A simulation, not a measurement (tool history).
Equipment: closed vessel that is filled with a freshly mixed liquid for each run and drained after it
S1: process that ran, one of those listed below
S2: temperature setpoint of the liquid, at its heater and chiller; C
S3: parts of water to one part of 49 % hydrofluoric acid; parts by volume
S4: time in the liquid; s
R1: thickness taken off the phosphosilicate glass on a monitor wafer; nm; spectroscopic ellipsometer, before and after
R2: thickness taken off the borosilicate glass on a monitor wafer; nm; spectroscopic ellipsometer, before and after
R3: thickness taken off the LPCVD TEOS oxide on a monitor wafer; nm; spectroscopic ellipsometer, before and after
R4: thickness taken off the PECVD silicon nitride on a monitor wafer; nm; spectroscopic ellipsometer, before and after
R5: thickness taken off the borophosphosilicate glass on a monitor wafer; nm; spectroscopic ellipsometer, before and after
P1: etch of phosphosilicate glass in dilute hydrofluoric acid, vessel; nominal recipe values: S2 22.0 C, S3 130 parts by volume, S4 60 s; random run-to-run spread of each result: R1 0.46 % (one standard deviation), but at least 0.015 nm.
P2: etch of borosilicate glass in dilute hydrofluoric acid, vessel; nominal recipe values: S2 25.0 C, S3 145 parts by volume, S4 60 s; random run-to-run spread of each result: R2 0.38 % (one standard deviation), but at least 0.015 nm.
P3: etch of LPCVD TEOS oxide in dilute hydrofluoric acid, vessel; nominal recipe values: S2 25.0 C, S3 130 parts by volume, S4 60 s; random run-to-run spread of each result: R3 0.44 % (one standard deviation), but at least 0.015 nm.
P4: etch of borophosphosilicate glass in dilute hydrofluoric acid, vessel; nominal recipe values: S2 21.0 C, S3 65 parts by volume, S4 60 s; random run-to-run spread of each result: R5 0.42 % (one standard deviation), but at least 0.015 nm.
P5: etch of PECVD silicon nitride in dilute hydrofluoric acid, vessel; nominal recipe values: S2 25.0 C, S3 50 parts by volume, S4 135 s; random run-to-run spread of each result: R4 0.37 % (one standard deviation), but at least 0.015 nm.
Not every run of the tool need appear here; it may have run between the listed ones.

{"run": 1, "hour": 10.8, "S1": "P1", "S2": 22.0, "S3": 130, "S4": 60, "R1": 56.401}
{"run": 2, "hour": 24.2, "S1": "P1", "S2": 26.5, "S3": 130, "S4": 60, "R1": 66.633}
{"run": 3, "hour": 34.6, "S1": "P2", "S2": 31.0, "S3": 145, "S4": 60, "R2": 16.645}
{"run": 4, "hour": 43.5, "S1": "P3", "S2": 25.0, "S3": 130, "S4": 60, "R3": 20.077}
{"run": 5, "hour": 55.1, "S1": "P3", "S2": 25.0, "S3": 130, "S4": 60, "R3": 20.075}
{"run": 6, "hour": 67.2, "S1": "P2", "S2": 25.0, "S3": 145, "S4": 60, "R2": 13.419}
{"run": 7, "hour": 76.9, "S1": "P5", "S2": 25.0, "S3": 50, "S4": 30, "R4": 1.8401}
{"run": 8, "hour": 84.8, "S1": "P4", "S2": 21.0, "S3": 65, "S4": 60, "R5": 35.708}
{"run": 9, "hour": 93.2, "S1": "P2", "S2": 25.0, "S3": 145, "S4": 115, "R2": 25.565}
{"run": 10, "hour": 105.1, "S1": "P5", "S2": 25.0, "S3": 50, "S4": 135, "R4": 8.3474}
{"run": 11, "hour": 115.5, "S1": "P1", "S2": 22.0, "S3": 130, "S4": 85, "R1": 79.702}
{"run": 12, "hour": 129.6, "S1": "P2", "S2": 25.0, "S3": 45, "S4": 60, "R2": 48.975}
{"run": 13, "hour": 138.7, "S1": "P3", "S2": 17.0, "S3": 130, "S4": 60, "R3": 14.407}
{"run": 14, "hour": 150.3, "S1": "P4", "S2": 21.0, "S3": 95, "S4": 60, "R5": 23.477}
{"run": 15, "hour": 156.6, "S1": "P1", "S2": 22.0, "S3": 130, "S4": 60, "R1": 55.939}
{"run": 16, "hour": 163.4, "S1": "P1", "S2": 22.0, "S3": 130, "S4": 60, "R1": 56.128}
{"run": 17, "hour": 174.1, "S1": "P1", "S2": 22.0, "S3": 130, "S4": 60, "R1": 56.344}
{"run": 18, "hour": 187.1, "S1": "P5", "S2": 25.0, "S3": 25, "S4": 135, "R4": 16.425}
{"run": 19, "hour": 196.1, "S1": "P1", "S2": 22.0, "S3": 65, "S4": 60, "R1": 120.64}
{"run": 20, "hour": 206.6, "S1": "P1", "S2": 22.0, "S3": 130, "S4": 35, "R1": 32.622}
{"run": 21, "hour": 220.0, "S1": "P1", "S2": 18.0, "S3": 130, "S4": 30, "R1": 23.629}
{"run": 22, "hour": 230.4, "S1": "P4", "S2": 21.0, "S3": 65, "S4": 90, "R5": 52.972}
{"run": 23, "hour": 237.5, "S1": "P1", "S2": 22.0, "S3": 130, "S4": 60, "R1": 56.183}
{"run": 24, "hour": 244.0, "S1": "P4", "S2": 29.0, "S3": 65, "S4": 60, "R5": 48.971}
{"run": 25, "hour": 255.9, "S1": "P3", "S2": 25.0, "S3": 130, "S4": 30, "R3": 9.9611}
{"run": 26, "hour": 262.4, "S1": "P1", "S2": 17.0, "S3": 130, "S4": 60, "R1": 45.674}
{"run": 27, "hour": 272.3, "S1": "P1", "S2": 22.0, "S3": 185, "S4": 95, "R1": 59.167}
{"run": 28, "hour": 282.4, "S1": "P1", "S2": 22.0, "S3": 130, "S4": 60, "R1": 56.092}
{"run": 29, "hour": 294.1, "S1": "P1", "S2": 22.0, "S3": 180, "S4": 60, "R1": 38.314}
{"run": 30, "hour": 306.4, "S1": "P1", "S2": 22.0, "S3": 130, "S4": 60, "R1": 55.837}
{"run": 31, "hour": 318.3, "S1": "P5", "S2": 31.0, "S3": 50, "S4": 135, "R4": 12.491}
{"run": 32, "hour": 330.8, "S1": "P3", "S2": 25.0, "S3": 230, "S4": 60, "R3": 10.15}
{"run": 33, "hour": 343.8, "S1": "P1", "S2": 22.0, "S3": 130, "S4": 60, "R1": 55.618}
{"run": 34, "hour": 352.1, "S1": "P1", "S2": 22.0, "S3": 130, "S4": 60, "R1": 56.925}
{"run": 35, "hour": 362.3, "S1": "P1", "S2": 22.0, "S3": 130, "S4": 60, "R1": 57.64}
{"run": 36, "hour": 373.8, "S1": "P1", "S2": 22.0, "S3": 130, "S4": 60, "R1": 58.255}
{"run": 37, "hour": 382.3, "S1": "P1", "S2": 22.0, "S3": 130, "S4": 60, "R1": 58.96}
{"run": 38, "hour": 394.9, "S1": "P1", "S2": 22.0, "S3": 130, "S4": 60, "R1": 59.023}
{"run": 39, "hour": 409.2, "S1": "P1", "S2": 22.0, "S3": 130, "S4": 60, "R1": 59.624}
{"run": 40, "hour": 420.1, "S1": "P1", "S2": 22.0, "S3": 130, "S4": 60, "R1": 59.274}
{"run": 41, "hour": 430.9, "S1": "P1", "S2": 22.0, "S3": 130, "S4": 60, "R1": 60.167}
{"run": 42, "hour": 439.7, "S1": "P1", "S2": 22.0, "S3": 130, "S4": 60, "R1": 59.821}
{"run": 43, "hour": 452.9, "S1": "P1", "S2": 22.0, "S3": 130, "S4": 60, "R1": 59.348}
{"run": 44, "hour": 467.3, "S1": "P1", "S2": 22.0, "S3": 130, "S4": 60, "R1": 60.224}

The log shows P1 creeping away from where it was. Any of the 2 causes listed here, at the size stated for it, fits the log just as well as the others:
A: hydrofluoric acid flow above the setpoint (%) = 6.24
B: liquid hotter than its thermometer reads (K) = 1.77
The creep began at about hour 343.8.

Question marks stand in for the results of the 4 check runs listed below, each run on one wafer. Under which run would the listed causes show clearly different results?
{"run": "check 1", "hour": 481.7, "S1": "P2", "S2": 28.0, "S3": 50, "S4": 60, "R2": "?"}
{"run": "check 2", "hour": 481.7, "S1": "P4", "S2": 28.5, "S3": 65, "S4": 60, "R5": "?"}
{"run": "check 3", "hour": 481.7, "S1": "P5", "S2": 31.0, "S3": 50, "S4": 75, "R4": "?"}
{"run": "check 4", "hour": 481.7, "S1": "P3", "S2": 17.0, "S3": 130, "S4": 60, "R3": "?"}

Predicted outcomes, by check and by cause:
check=check_1 result=R2 if_A=52.580 if_B=52.852
check=check_2 result=R5 if_A=51.477 if_B=51.617
check=check_3 result=R4 if_A=7.3174 if_B=7.7122
check=check_4 result=R3 if_A=15.5720 if_B=15.6430
Distance between the nearest two causes, measured in the result of the check that separates them most: check 1 0.52 %; check 2 0.27 %; check 3 5.26 %; check 4 0.46 %
Of the check runs offered, only check 3 discriminates between the causes; the rest would read about the same regardless of which cause applies.

The results of check 3 are: R4 7.2824 nm. Based on these, which of the listed causes is it?

The cause is A: hydrofluoric acid flow above the setpoint (%).

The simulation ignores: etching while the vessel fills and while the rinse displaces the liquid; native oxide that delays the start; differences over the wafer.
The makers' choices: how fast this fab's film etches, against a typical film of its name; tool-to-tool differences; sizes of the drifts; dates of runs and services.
